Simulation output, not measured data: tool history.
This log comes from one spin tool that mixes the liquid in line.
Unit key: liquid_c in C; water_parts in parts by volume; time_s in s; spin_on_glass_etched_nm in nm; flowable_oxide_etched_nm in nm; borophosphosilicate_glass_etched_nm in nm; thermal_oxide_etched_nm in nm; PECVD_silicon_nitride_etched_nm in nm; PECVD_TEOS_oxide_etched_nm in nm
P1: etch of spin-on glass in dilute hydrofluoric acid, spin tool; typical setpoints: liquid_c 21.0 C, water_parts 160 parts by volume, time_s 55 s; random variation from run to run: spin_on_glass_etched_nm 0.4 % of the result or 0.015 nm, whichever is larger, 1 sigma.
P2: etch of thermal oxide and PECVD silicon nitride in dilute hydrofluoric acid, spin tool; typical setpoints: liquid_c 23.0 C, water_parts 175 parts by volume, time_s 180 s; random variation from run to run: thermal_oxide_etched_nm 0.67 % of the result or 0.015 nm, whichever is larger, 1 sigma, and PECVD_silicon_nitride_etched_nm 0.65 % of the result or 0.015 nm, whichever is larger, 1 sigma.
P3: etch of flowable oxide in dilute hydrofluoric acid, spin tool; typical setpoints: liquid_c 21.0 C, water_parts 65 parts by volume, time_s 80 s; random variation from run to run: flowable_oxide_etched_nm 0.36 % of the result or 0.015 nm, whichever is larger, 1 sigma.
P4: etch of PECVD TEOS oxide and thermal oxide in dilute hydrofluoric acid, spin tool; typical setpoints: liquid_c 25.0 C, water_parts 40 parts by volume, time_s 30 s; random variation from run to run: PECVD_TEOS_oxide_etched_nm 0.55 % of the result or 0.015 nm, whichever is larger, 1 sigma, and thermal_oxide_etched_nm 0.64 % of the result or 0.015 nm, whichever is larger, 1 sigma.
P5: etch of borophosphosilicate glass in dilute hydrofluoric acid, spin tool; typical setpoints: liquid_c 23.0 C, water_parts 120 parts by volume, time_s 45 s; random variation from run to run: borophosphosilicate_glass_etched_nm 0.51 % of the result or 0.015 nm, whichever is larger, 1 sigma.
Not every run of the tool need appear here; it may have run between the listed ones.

run	hour	process	liquid_c	water_parts	time_s	hours since the thermometer was replaced	hours since the hydrofluoric acid flow meter was replaced	spin_on_glass_etched_nm	flowable_oxide_etched_nm	borophosphosilicate_glass_etched_nm	thermal_oxide_etched_nm	PECVD_silicon_nitride_etched_nm	PECVD_TEOS_oxide_etched_nm
1	5.4	P1	21.0	160	55	292.2	1249.6	17.2590					
2	11.4	P1	21.0	160	100	298.2	1255.6	31.0150					
3	16.9	P3	25.0	65	80	303.7	1261.1		42.3910				
4	22.0	P1	17.5	60	55	308.8	1266.2	44.3660					
5	27.1	P5	17.0	120	45	313.9	1271.3			21.293			
6	30.8	P1	17.0	160	55	317.6	1275.0	14.8370					
7	35.5	P2	23.0	175	310	322.3	1279.7				7.3937	6.6159	
# hour 36.8: thermometer replaced
8	40.1	P2	28.5	175	180	3.3	1284.3				5.2534	5.4671	
9	45.5	P1	21.0	160	55	8.7	1289.7	17.2980					
10	49.1	P4	25.0	40	30	12.3	1293.3				4.2112		9.8886
11	54.7	P5	23.0	120	45	17.9	1298.9			26.977			
12	59.5	P2	23.0	175	180	22.7	1303.7				4.2261	3.8619	
13	65.3	P1	25.0	160	20	28.5	1309.5	7.3062					
14	70.9	P1	21.0	90	55	34.1	1315.1	33.3220					
15	73.6	P1	26.0	160	55	36.8	1317.8	20.8310					
16	77.4	P2	23.0	175	180	40.6	1321.6				4.2000	3.8216	
17	81.3	P2	23.0	55	180	44.5	1325.5				15.6630	11.9190	
18	86.9	P1	21.0	160	55	50.1	1331.1	17.1640					
19	91.6	P5	23.0	120	85	54.8	1335.8			50.831			
20	95.7	P4	25.0	40	15	58.9	1339.9				2.0835		4.8825
21	98.5	P4	25.0	20	30	61.7	1342.7				8.6627		20.1070
22	102.7	P1	21.0	160	15	65.9	1346.9	4.7177					
23	108.2	P3	21.0	65	15	71.4	1352.4		6.7162				
24	111.8	P1	21.0	160	55	75.0	1356.0	17.1720					
25	117.0	P1	21.0	225	55	80.2	1361.2	11.4580					
26	120.9	P3	21.0	65	80	84.1	1365.1		36.0370				
27	126.3	P4	33.5	40	30	89.5	1370.5				5.9632		13.7110
28	131.1	P3	21.0	100	80	94.3	1375.3		22.4600				
29	135.1	P1	21.0	160	55	98.3	1379.3	17.3790					
30	138.4	P5	23.0	175	45	101.6	1382.6			17.468			

What does the tool deliver on the next run?
31	144.3	P1	21.0	160	55	107.5	1388.5	?					

spin_on_glass_etched_nm: 17.2380 nm
